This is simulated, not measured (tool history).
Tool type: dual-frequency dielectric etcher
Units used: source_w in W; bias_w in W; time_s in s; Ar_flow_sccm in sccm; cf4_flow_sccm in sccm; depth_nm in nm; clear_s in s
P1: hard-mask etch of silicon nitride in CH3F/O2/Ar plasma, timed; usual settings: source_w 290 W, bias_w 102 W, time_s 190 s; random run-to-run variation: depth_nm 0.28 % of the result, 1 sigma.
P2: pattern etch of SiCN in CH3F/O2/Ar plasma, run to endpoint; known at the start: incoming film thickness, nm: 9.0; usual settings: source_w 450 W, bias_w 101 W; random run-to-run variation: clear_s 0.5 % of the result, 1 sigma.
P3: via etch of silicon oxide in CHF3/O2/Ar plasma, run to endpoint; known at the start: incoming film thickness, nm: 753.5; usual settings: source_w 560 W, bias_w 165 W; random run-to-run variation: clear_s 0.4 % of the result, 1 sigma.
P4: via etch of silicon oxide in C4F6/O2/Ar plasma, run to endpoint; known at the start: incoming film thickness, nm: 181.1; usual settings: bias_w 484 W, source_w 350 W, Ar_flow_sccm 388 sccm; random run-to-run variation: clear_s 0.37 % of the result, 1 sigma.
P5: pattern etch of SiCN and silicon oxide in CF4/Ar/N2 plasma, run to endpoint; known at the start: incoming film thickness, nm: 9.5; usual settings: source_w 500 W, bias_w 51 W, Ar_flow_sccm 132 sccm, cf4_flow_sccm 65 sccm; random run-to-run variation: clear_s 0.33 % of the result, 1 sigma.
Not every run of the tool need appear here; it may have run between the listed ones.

run	hour	process	source_w	bias_w	time_s	Ar_flow_sccm	cf4_flow_sccm	hours since the last wet clean	hours since the last source power generator calibration	hours since the last bias power generator calibration	depth_nm	clear_s
1	2.5	P1	290	102	190			71.1	1059.6	2075.3	137.94	
2	6.6	P1	290	102	190			75.2	1063.7	2079.4	137.4	
3	10.2	P1	290	127	190			78.8	1067.3	2083	150.45	
4	13.4	P1	230	68	190			82	1070.5	2086.2	109.01	
5	17.7	P2	450	101				86.3	1074.8	2090.5		20.256
6	20.7	P1	290	102	130			89.3	1077.8	2093.5	94.197	
7	23.2	P4	220	484		388		91.8	1080.3	2096		50.451
8	26.9	P1	290	102	273.5			95.5	1084	2099.7	199.02	
9	30.3	P1	290	68	190			98.9	1087.4	2103.1	118.84	
10	33.1	P4	350	484		271		101.7	1090.2	2105.9		40.647
11	35.5	P3	350	165				104.1	1092.6	2108.3		500.94
12	39.5	P1	290	102	190			108.1	1096.6	2112.3	138.19	
13	41.5	P2	450	82				110.1	1098.6	2114.3		21.858
14	44.5	P5	500	51		164	65	113.1	1101.6	2117.3		12.25
15	46.8	P3	560	165				115.4	1103.9	2119.6		419.29
16	49.2	P5	500	51		132	65	117.8	1106.3	2122		11.756
17	52.1	P1	290	102	190			120.7	1109.2	2124.9	137.97	
18	54.9	P1	290	102	190			123.5	1112	2127.7	138.45	
19	57.8	P5	500	51		132	80	126.4	1114.9	2130.6		11.377
20	61.1	P5	650	51		132	65	129.7	1118.2	2133.9		9.4
21	64.8	P2	610	101				133.4	1121.9	2137.6		18.081
22	67.3	P4	350	624		388		135.9	1124.4	2140.1		38.481
23	71.1	P2	450	101				139.7	1128.2	2143.9		20.181
24	75.2	P1	290	83	248.5			143.8	1132.3	2148	167.03	
25	77.1	P1	210	102	190			145.7	1134.2	2149.9	122.34	
26	81.3	P4	350	484		388		149.9	1138.4	2154.1		42.58
27	84.2	P1	290	102	190			152.8	1141.3	2157	137.46	
28	88	P5	500	40		132	65	156.6	1145.1	2160.8		12.824
29	91.7	P1	290	102	190			160.3	1148.8	2164.5	137.49	
30	93.7	P3	560	128				162.3	1150.8	2166.5		456.71
31	97.1	P1	400	102	190			165.7	1154.2	2169.9	156.06	
32	99.5	P1	290	102	190			168.1	1156.6	2172.3	137.82	
33	103.7	P1	290	102	190			172.3	1160.8	2176.5	139.73	
34	106.8	P1	290	102	190			175.4	1163.9	2179.6	139.21	
35	110.8	P1	290	102	190			179.4	1167.9	2183.6	139.59	
# hour 111.2: wet clean of the chamber
36	114.8	P1	290	102	190			3.6	1171.9	2187.6	140.52	
37	118	P1	290	102	190			6.8	1175.1	2190.8	140.23	
38	121.9	P1	290	102	190			10.7	1179	2194.7	140.7	

Something has made what P1 gives creep away from where it was; the 2 causes below, each at its own stated size, fit the log equally well:
A: source power that arrives over what is set, % = 3.83
B: bias power that arrives over what is set, % = 3.75
The onset of the drift is placed at about hour 99.5.
Excluded causes, each with its reason:
chamber walls in a state that raises the etch rate, %: was serviced at hour 111.2, once the creep was under way, yet the earlier output never came back

Each of the check runs listed below is run on 2 wafers and reports their average, with the results left as question marks. Pick the one under which the possible causes would lead to clearly different results.
check 1	125.8	P5	500	51		132	65					?
check 2	125.8	P2	450	101								?
check 3	125.8	P3	560	165								?
check 4	125.8	P4	350	484		388						?

If the cause were each of the candidates in turn, the checks would give the following:
check	result	if A	if B
check 1	clear_s	11.433	11.677
check 2	clear_s	19.973	19.974
check 3	clear_s	414.98	415.88
check 4	clear_s	41.805	41.806
How far apart the two closest causes lie, in the result that separates them most: check 1 2.12 %; check 2 0 %; check 3 0.22 %; check 4 0 %
The causes can be told apart only by check 1. The other checks would give nearly the same results under each of them.

Check 1 was carried out, with these results: clear_s 11.711 s. Which of the listed causes is responsible?

It was cause B: bias power that arrives over what is set, %.

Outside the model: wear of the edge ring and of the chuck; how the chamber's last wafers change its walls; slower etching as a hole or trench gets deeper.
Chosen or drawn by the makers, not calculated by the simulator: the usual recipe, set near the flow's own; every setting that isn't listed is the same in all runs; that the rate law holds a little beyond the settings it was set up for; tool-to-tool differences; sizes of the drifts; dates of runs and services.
